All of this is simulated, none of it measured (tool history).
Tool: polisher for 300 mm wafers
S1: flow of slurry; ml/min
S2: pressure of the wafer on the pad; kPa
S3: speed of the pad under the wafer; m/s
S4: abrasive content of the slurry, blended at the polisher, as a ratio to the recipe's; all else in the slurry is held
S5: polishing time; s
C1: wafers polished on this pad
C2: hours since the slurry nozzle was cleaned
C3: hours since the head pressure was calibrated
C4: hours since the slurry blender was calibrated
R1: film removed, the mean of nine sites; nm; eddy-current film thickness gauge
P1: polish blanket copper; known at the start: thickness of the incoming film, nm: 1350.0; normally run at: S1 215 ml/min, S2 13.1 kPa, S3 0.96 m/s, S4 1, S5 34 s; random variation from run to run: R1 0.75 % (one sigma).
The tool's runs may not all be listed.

run 1 hour=4.1 | S1=215 S2=13.1 S3=0.96 S4=1 S5=34 | C1=544 C2=176 C3=764.4 C4=286.7 | R1=76.608
run 2 hour=8.2 | S1=215 S2=13.1 S3=0.96 S4=1 S5=19 | C1=579 C2=180.1 C3=768.5 C4=290.8 | R1=42.418
run 3 hour=11.1 | S1=130 S2=13.1 S3=0.96 S4=1 S5=34 | C1=604 C2=183 C3=771.4 C4=293.7 | R1=71.596
run 4 hour=14.3 | S1=215 S2=18.6 S3=0.96 S4=1 S5=34 | C1=631 C2=186.2 C3=774.6 C4=296.9 | R1=108.23
run 5 hour=17.1 | S1=215 S2=7.6 S3=0.96 S4=1 S5=34 | C1=656 C2=189 C3=777.4 C4=299.7 | R1=44.569
run 6 hour=19.3 | S1=215 S2=13.1 S3=1.46 S4=1 S5=16 | C1=674 C2=191.2 C3=779.6 C4=301.9 | R1=55.419
run 7 hour=23.6 | S1=215 S2=13.1 S3=0.96 S4=1 S5=51 | C1=711 C2=195.5 C3=783.9 C4=306.2 | R1=115.21
run 8 hour=27.4 | S1=215 S2=13.1 S3=0.96 S4=1 S5=34 | C1=744 C2=199.3 C3=787.7 C4=310 | R1=76.251
run 9 hour=30.4 | S1=215 S2=13.1 S3=0.96 S4=1 S5=34 | C1=770 C2=202.3 C3=790.7 C4=313 | R1=76.076
run 10 hour=34.6 | S1=215 S2=13.1 S3=0.62 S4=1 S5=34 | C1=806 C2=206.5 C3=794.9 C4=317.2 | R1=49.383
run 11 hour=37.9 | S1=215 S2=13.1 S3=0.96 S4=1.45 S5=42 | C1=834 C2=209.8 C3=798.2 C4=320.5 | R1=102.27
run 12 hour=41.1 | S1=215 S2=13.1 S3=0.96 S4=0.55 S5=34 | C1=861 C2=213 C3=801.4 C4=323.7 | R1=68.561
run 13 hour=44 | S1=215 S2=13.1 S3=0.96 S4=1.35 S5=34 | C1=886 C2=215.9 C3=804.3 C4=326.6 | R1=81.383
run 14 hour=47.6 | S1=215 S2=13.1 S3=0.96 S4=1 S5=34 | C1=917 C2=219.5 C3=807.9 C4=330.2 | R1=76.263
run 15 hour=51.1 | S1=215 S2=13.1 S3=1.24 S4=1 S5=34 | C1=947 C2=223 C3=811.4 C4=333.7 | R1=98.906
run 16 hour=53.8 | S1=305 S2=13.1 S3=0.96 S4=1 S5=34 | C1=970 C2=225.7 C3=814.1 C4=336.4 | R1=79.489
run 17 hour=57.4 | S1=215 S2=13.1 S3=0.96 S4=1 S5=34 | C1=1001 C2=229.3 C3=817.7 C4=340 | R1=76.623

The next listed run, before its measurement:
run 18 hour=60.8 | S1=215 S2=13.1 S3=0.96 S4=1 S5=34 | C1=1030 C2=232.7 C3=821.1 C4=343.4 | R1=?

Run 18 gave R1 75.962 nm.

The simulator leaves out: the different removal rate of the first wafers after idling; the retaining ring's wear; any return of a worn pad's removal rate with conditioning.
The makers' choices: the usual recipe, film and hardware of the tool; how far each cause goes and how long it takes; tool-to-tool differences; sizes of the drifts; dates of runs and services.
